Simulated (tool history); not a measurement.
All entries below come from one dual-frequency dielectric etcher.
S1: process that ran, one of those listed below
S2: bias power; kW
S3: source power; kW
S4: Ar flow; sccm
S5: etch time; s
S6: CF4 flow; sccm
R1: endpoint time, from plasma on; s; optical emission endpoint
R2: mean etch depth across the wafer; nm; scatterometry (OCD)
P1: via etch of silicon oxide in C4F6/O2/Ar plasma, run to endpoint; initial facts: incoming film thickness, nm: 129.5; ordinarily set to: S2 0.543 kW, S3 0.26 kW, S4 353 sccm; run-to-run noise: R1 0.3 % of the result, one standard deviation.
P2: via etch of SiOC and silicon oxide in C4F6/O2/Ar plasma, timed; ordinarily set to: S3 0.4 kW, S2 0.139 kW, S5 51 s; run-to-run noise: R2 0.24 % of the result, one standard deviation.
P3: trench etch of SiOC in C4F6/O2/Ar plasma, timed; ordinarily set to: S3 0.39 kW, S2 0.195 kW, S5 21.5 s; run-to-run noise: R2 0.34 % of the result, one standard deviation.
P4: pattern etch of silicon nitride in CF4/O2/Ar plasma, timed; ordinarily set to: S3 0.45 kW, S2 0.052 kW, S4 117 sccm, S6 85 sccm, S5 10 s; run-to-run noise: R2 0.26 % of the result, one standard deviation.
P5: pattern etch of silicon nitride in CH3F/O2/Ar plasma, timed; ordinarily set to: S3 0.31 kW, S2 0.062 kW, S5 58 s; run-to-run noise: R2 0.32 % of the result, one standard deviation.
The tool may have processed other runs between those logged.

{"run": 1, "day": 0.658, "S1": "P1", "S2": 0.543, "S3": 0.26, "S4": 353, "R1": 32.085}
{"run": 2, "day": 1.25, "S1": "P1", "S2": 0.702, "S3": 0.26, "S4": 239, "R1": 27.935}
{"run": 3, "day": 2.046, "S1": "P5", "S2": 0.062, "S3": 0.31, "S5": 58, "R2": 34.722}
{"run": 4, "day": 2.558, "S1": "P4", "S2": 0.052, "S3": 0.45, "S4": 117, "S5": 10, "S6": 85, "R2": 17.667}
{"run": 5, "day": 3.283, "S1": "P3", "S2": 0.195, "S3": 0.39, "S5": 30.5, "R2": 65.272}
{"run": 6, "day": 4.029, "S1": "P1", "S2": 0.543, "S3": 0.26, "S4": 481, "R1": 33.267}
{"run": 7, "day": 4.533, "S1": "P1", "S2": 0.543, "S3": 0.21, "S4": 353, "R1": 35.001}
{"run": 8, "day": 5.292, "S1": "P5", "S2": 0.062, "S3": 0.31, "S5": 33, "R2": 19.908}
{"run": 9, "day": 5.962, "S1": "P5", "S2": 0.062, "S3": 0.43, "S5": 58, "R2": 39.703}
{"run": 10, "day": 6.467, "S1": "P5", "S2": 0.081, "S3": 0.31, "S5": 58, "R2": 38.48}
{"run": 11, "day": 7.2, "S1": "P1", "S2": 0.543, "S3": 0.18, "S4": 294, "R1": 35.938}
{"run": 12, "day": 7.725, "S1": "P2", "S2": 0.139, "S3": 0.4, "S5": 51, "R2": 54.334}
{"run": 13, "day": 8.433, "S1": "P1", "S2": 0.368, "S3": 0.26, "S4": 353, "R1": 37.443}
{"run": 14, "day": 9.117, "S1": "P1", "S2": 0.543, "S3": 0.35, "S4": 353, "R1": 28.961}
{"run": 15, "day": 9.521, "S1": "P1", "S2": 0.543, "S3": 0.26, "S4": 353, "R1": 32.133}
{"run": 16, "day": 10.3, "S1": "P1", "S2": 0.735, "S3": 0.32, "S4": 353, "R1": 26.476}
{"day": 10.375, "done": "Ar flow controller replaced"}
{"run": 17, "day": 10.7, "S1": "P2", "S2": 0.139, "S3": 0.26, "S5": 51, "R2": 45.858}
{"run": 18, "day": 11.125, "S1": "P3", "S2": 0.195, "S3": 0.39, "S5": 21.5, "R2": 46.157}
{"run": 19, "day": 11.733, "S1": "P3", "S2": 0.195, "S3": 0.39, "S5": 21.5, "R2": 46.342}
{"run": 20, "day": 12.296, "S1": "P2", "S2": 0.176, "S3": 0.4, "S5": 51, "R2": 58.568}
{"day": 12.321, "done": "wet clean of the chamber"}
{"run": 21, "day": 12.788, "S1": "P3", "S2": 0.195, "S3": 0.55, "S5": 21.5, "R2": 52.336}
{"run": 22, "day": 13.354, "S1": "P4", "S2": 0.052, "S3": 0.45, "S4": 117, "S5": 5.5, "S6": 85, "R2": 9.7431}
{"run": 23, "day": 13.808, "S1": "P1", "S2": 0.543, "S3": 0.26, "S4": 220, "R1": 30.458}
{"run": 24, "day": 14.604, "S1": "P4", "S2": 0.052, "S3": 0.27, "S4": 117, "S5": 10, "S6": 85, "R2": 11.385}
{"run": 25, "day": 15.325, "S1": "P3", "S2": 0.158, "S3": 0.39, "S5": 21.5, "R2": 43.099}
{"run": 26, "day": 15.742, "S1": "P4", "S2": 0.052, "S3": 0.45, "S4": 117, "S5": 10, "S6": 85, "R2": 17.684}
{"run": 27, "day": 16.475, "S1": "P4", "S2": 0.033, "S3": 0.45, "S4": 117, "S5": 10, "S6": 85, "R2": 14.859}
{"run": 28, "day": 17.096, "S1": "P2", "S2": 0.139, "S3": 0.4, "S5": 51, "R2": 54.472}
{"run": 29, "day": 17.758, "S1": "P1", "S2": 0.543, "S3": 0.26, "S4": 353, "R1": 32.152}
{"run": 30, "day": 18.104, "S1": "P1", "S2": 0.645, "S3": 0.26, "S4": 353, "R1": 30.082}
{"run": 31, "day": 18.725, "S1": "P2", "S2": 0.139, "S3": 0.4, "S5": 32, "R2": 34.194}
{"run": 32, "day": 19.454, "S1": "P4", "S2": 0.052, "S3": 0.45, "S4": 117, "S5": 10, "S6": 55, "R2": 16.643}
{"run": 33, "day": 19.979, "S1": "P4", "S2": 0.052, "S3": 0.45, "S4": 154, "S5": 10, "S6": 85, "R2": 17.03}
{"run": 34, "day": 20.45, "S1": "P1", "S2": 0.543, "S3": 0.26, "S4": 353, "R1": 32.227}
{"run": 35, "day": 21.183, "S1": "P1", "S2": 0.543, "S3": 0.26, "S4": 353, "R1": 32.072}
{"run": 36, "day": 21.912, "S1": "P1", "S2": 0.543, "S3": 0.26, "S4": 353, "R1": 32.619}
{"run": 37, "day": 22.55, "S1": "P1", "S2": 0.543, "S3": 0.26, "S4": 353, "R1": 32.538}
{"run": 38, "day": 23.004, "S1": "P1", "S2": 0.543, "S3": 0.26, "S4": 353, "R1": 32.795}
{"run": 39, "day": 23.621, "S1": "P1", "S2": 0.543, "S3": 0.26, "S4": 353, "R1": 32.654}
{"day": 24.083, "done": "Ar flow controller replaced"}
{"run": 40, "day": 24.333, "S1": "P1", "S2": 0.543, "S3": 0.26, "S4": 353, "R1": 32.695}
{"run": 41, "day": 25.0, "S1": "P1", "S2": 0.543, "S3": 0.26, "S4": 353, "R1": 32.778}
{"day": 25.25, "done": "wet clean of the chamber"}
{"run": 42, "day": 25.733, "S1": "P1", "S2": 0.543, "S3": 0.26, "S4": 353, "R1": 32.68}
{"run": 43, "day": 26.496, "S1": "P1", "S2": 0.543, "S3": 0.26, "S4": 353, "R1": 32.665}
{"run": 44, "day": 26.967, "S1": "P1", "S2": 0.543, "S3": 0.26, "S4": 353, "R1": 32.65}
{"run": 45, "day": 27.446, "S1": "P1", "S2": 0.543, "S3": 0.26, "S4": 353, "R1": 32.907}

What P1 gives has crept away from where it was. These 2 causes fit the log equally well, each at the size given:
A: source power that arrives under what is set, % = 4.4
B: bias power that arrives under what is set, % = 4.17
The onset of the drift is placed at about day 21.183.
Why every other cause is out:
chamber walls in a state that lowers the etch rate, %: maintenance at day 25.25, after the shift began, did not return the process to its former output
Ar flow that arrives over what is set, %: maintenance at day 24.083, after the shift began, did not return the process to its former output

Which of the 4 check runs listed below separates the causes, so that each cause would produce a clearly different result? Each run uses one wafer, and its results are marked with question marks.
{"run": "check 1", "day": 27.925, "S1": "P2", "S2": 0.139, "S3": 0.29, "S5": 51, "R2": "?"}
{"run": "check 2", "day": 27.925, "S1": "P3", "S2": 0.195, "S3": 0.5, "S5": 21.5, "R2": "?"}
{"run": "check 3", "day": 27.925, "S1": "P5", "S2": 0.073, "S3": 0.31, "S5": 43, "R2": "?"}
{"run": "check 4", "day": 27.925, "S1": "P4", "S2": 0.052, "S3": 0.45, "S4": 152, "S5": 7.5, "S6": 85, "R2": "?"}

If the cause were each of the candidates in turn, the checks would give the following:
check=check_1 result=R2 if_A=47.154 if_B=47.36
check=check_2 result=R2 if_A=49.872 if_B=50.076
check=check_3 result=R2 if_A=26.968 if_B=27.024
check=check_4 result=R2 if_A=12.319 if_B=12.583
Per-check spread between the two closest causes, in the result where they differ most: check 1 0.44 %; check 2 0.41 %; check 3 0.21 %; check 4 2.13 %
Check 4 is the one run that separates the causes; every other check would come out nearly the same whichever cause is at work.

The results of check 4 are: R2 12.608 nm. Based on these, which of the listed causes is it?

Of the candidate causes, it is B: bias power that arrives under what is set, %.

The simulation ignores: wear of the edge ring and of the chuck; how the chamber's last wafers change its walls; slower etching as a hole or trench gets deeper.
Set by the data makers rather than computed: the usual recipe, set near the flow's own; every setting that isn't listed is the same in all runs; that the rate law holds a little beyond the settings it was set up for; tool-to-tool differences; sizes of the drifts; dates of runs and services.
